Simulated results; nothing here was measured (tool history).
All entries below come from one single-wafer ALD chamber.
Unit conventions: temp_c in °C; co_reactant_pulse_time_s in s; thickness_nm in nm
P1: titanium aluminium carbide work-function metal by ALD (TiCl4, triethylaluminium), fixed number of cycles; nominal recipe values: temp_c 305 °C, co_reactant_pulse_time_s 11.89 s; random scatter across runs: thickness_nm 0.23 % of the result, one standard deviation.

| run | hour | temp_c | co_reactant_pulse_time_s | hours since the last thermocouple change | hours since the last triethylaluminium bottle change | thickness_nm |
|---|---|---|---|---|---|---|
| 1 | 12.1 | 305 | 11.89 | 665.4 | 295.2 | 2.0960 |
| 2 | 25.7 | 305 | 4.80 | 679.0 | 308.8 | 1.7423 |
| 3 | 36.9 | 319 | 19.19 | 690.2 | 320.0 | 2.2704 |
| 4 | 46.4 | 328 | 11.89 | 699.7 | 329.5 | 2.3079 |
| 5 | 58.7 | 305 | 11.89 | 712.0 | 341.8 | 2.0959 |
| 6 | 70.9 | 291 | 17.21 | 724.2 | 354.0 | 2.0062 |
| 7 | 81.2 | 305 | 15.77 | 734.5 | 364.3 | 2.1374 |
| 8 | 92.9 | 318 | 5.79 | 746.2 | 376.0 | 1.9491 |
| 9 | 104.4 | 305 | 11.89 | 757.7 | 387.5 | 2.1031 |
| 10 | 116.1 | 305 | 11.89 | 769.4 | 399.2 | 2.1125 |

Run 11 has not been measured yet. What should we expect?
| 11 | 123.7 | 305 | 11.89 | 777.0 | 406.8 | ? |

thickness_nm: 2.1135 nm
